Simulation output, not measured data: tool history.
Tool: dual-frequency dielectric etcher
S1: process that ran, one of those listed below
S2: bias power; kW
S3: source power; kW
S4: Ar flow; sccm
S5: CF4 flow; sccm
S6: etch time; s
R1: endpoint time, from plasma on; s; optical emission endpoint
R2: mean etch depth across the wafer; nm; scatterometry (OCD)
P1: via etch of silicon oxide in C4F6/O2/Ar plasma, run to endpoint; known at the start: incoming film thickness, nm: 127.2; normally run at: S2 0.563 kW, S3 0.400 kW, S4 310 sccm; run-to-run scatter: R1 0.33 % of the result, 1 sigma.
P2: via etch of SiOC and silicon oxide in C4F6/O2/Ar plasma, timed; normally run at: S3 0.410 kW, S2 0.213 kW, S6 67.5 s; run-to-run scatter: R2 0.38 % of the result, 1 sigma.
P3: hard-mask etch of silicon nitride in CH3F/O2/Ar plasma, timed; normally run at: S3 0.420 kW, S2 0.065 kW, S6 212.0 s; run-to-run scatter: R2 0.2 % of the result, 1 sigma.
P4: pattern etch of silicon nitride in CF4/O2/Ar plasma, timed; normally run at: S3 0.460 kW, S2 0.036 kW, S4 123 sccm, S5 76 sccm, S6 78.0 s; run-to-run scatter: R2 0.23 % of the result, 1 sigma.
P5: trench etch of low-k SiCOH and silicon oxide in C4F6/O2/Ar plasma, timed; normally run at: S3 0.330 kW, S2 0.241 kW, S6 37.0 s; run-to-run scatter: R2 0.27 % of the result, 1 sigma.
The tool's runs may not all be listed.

| run | day | S1 | S2 | S3 | S4 | S5 | S6 | R1 | R2 |
|---|---|---|---|---|---|---|---|---|---|
| 1 | 0.617 | P1 | 0.563 | 0.400 | 310 |  |  | 26.581 |  |
| 2 | 1.221 | P4 | 0.036 | 0.460 | 79 | 76 | 78.0 |  | 120.610 |
| 3 | 1.683 | P4 | 0.036 | 0.460 | 123 | 76 | 97.0 |  | 140.510 |
| 4 | 2.117 | P4 | 0.036 | 0.580 | 123 | 76 | 78.0 |  | 138.380 |
| 5 | 2.562 | P2 | 0.124 | 0.410 |  |  | 67.5 |  | 68.775 |
| 6 | 3.146 | P1 | 0.563 | 0.400 | 310 |  |  | 26.343 |  |
| 7 | 3.767 | P1 | 0.563 | 0.400 | 224 |  |  | 25.528 |  |
| 8 | 4.342 | P2 | 0.213 | 0.330 |  |  | 67.5 |  | 75.058 |
| 9 | 4.808 | P1 | 0.563 | 0.400 | 310 |  |  | 26.522 |  |
|  | 4.850 | Ar flow controller replaced |
| 10 | 5.188 | P2 | 0.213 | 0.410 |  |  | 67.5 |  | 81.558 |
| 11 | 5.600 | P1 | 0.563 | 0.400 | 310 |  |  | 26.455 |  |
| 12 | 6.038 | P3 | 0.065 | 0.420 |  |  | 212.0 |  | 149.530 |
| 13 | 6.538 | P3 | 0.065 | 0.420 |  |  | 151.5 |  | 107.170 |
| 14 | 7.296 | P1 | 0.563 | 0.400 | 378 |  |  | 27.194 |  |
| 15 | 7.775 | P2 | 0.213 | 0.410 |  |  | 67.5 |  | 81.851 |
| 16 | 8.375 | P5 | 0.306 | 0.330 |  |  | 37.0 |  | 128.620 |
| 17 | 8.825 | P1 | 0.563 | 0.400 | 310 |  |  | 26.546 |  |
| 18 | 9.575 | P3 | 0.065 | 0.580 |  |  | 212.0 |  | 169.950 |
| 19 | 10.188 | P5 | 0.241 | 0.330 |  |  | 25.0 |  | 79.976 |
| 20 | 10.833 | P4 | 0.036 | 0.460 | 123 | 76 | 78.0 |  | 112.740 |
| 21 | 11.388 | P5 | 0.241 | 0.330 |  |  | 37.0 |  | 117.940 |
| 22 | 11.842 | P1 | 0.404 | 0.540 | 310 |  |  | 26.792 |  |
| 23 | 12.362 | P4 | 0.043 | 0.460 | 123 | 76 | 78.0 |  | 121.110 |
| 24 | 13.067 | P1 | 0.563 | 0.400 | 310 |  |  | 26.669 |  |
| 25 | 13.733 | P3 | 0.088 | 0.420 |  |  | 212.0 |  | 166.330 |
| 26 | 14.304 | P1 | 0.563 | 0.400 | 310 |  |  | 26.385 |  |
| 27 | 14.938 | P4 | 0.036 | 0.460 | 123 | 76 | 78.0 |  | 113.340 |
| 28 | 15.338 | P5 | 0.241 | 0.400 |  |  | 37.0 |  | 127.300 |
| 29 | 15.733 | P1 | 0.563 | 0.290 | 310 |  |  | 29.806 |  |
| 30 | 16.117 | P4 | 0.036 | 0.460 | 123 | 91 | 78.0 |  | 116.590 |
| 31 | 16.767 | P1 | 0.563 | 0.500 | 310 |  |  | 24.433 |  |
| 32 | 17.408 | P2 | 0.213 | 0.410 |  |  | 99.0 |  | 119.800 |
| 33 | 17.925 | P1 | 0.744 | 0.400 | 310 |  |  | 23.835 |  |
| 34 | 18.446 | P1 | 0.402 | 0.400 | 310 |  |  | 30.137 |  |
| 35 | 18.988 | P1 | 0.563 | 0.400 | 310 |  |  | 26.508 |  |
| 36 | 19.671 | P1 | 0.563 | 0.400 | 310 |  |  | 26.292 |  |
| 37 | 20.238 | P1 | 0.563 | 0.400 | 310 |  |  | 26.303 |  |
| 38 | 20.875 | P1 | 0.563 | 0.400 | 310 |  |  | 26.158 |  |
|  | 21.021 | wet clean of the chamber |
| 39 | 21.504 | P1 | 0.563 | 0.400 | 310 |  |  | 26.232 |  |
| 40 | 21.904 | P1 | 0.563 | 0.400 | 310 |  |  | 26.049 |  |
| 41 | 22.625 | P1 | 0.563 | 0.400 | 310 |  |  | 25.983 |  |
|  | 22.667 | Ar flow controller replaced |
| 42 | 23.096 | P1 | 0.563 | 0.400 | 310 |  |  | 26.071 |  |
| 43 | 23.725 | P1 | 0.563 | 0.400 | 310 |  |  | 25.916 |  |
| 44 | 24.408 | P1 | 0.563 | 0.400 | 310 |  |  | 26.044 |  |

Compared with where it was, what P1 gives has crept away. Each cause listed below fits the log as well as the rest, at the size given for it:
A: bias power that arrives over what is set, % = 4.39
B: source power that arrives over what is set, % = 4.56
At approximately day 18.988, the process output began to creep.
What rules out each remaining cause:
chamber walls in a state that raises the etch rate, %: serviced at day 21.021, after the drift had started, without restoring the earlier output
Ar flow that arrives under what is set, %: serviced at day 22.667, after the drift had started, without restoring the earlier output

Listed below are the offered check runs, one wafer per run, with question marks in place of results. For which of them would the causes give clearly different outcomes?
| check 1 | 25.092 | P5 | 0.241 | 0.330 |  |  | 37.0 |  | ? |
| check 2 | 25.092 | P3 | 0.065 | 0.420 |  |  | 212.0 |  | ? |
| check 3 | 25.092 | P4 | 0.036 | 0.460 | 123 | 76 | 78.0 |  | ? |
| check 4 | 25.092 | P2 | 0.213 | 0.410 |  |  | 67.5 |  | ? |

What each check would give under each cause:
| check | result | if A | if B |
|---|---|---|---|
| check 1 | R2 | 119.890 | 120.170 |
| check 2 | R2 | 152.010 | 152.420 |
| check 3 | R2 | 115.080 | 117.710 |
| check 4 | R2 | 82.902 | 83.132 |
Gap, in per cent, between the two causes that each check separates least, read from the result that separates them most: check 1 0.24 %; check 2 0.26 %; check 3 2.26 %; check 4 0.28 %
Check 3 tells the causes apart: in the others they would give nearly the same result.

Check 3 has now been run. It gave: R2 117.990 nm. Which of the candidate causes is it?

It is B: source power that arrives over what is set, %.
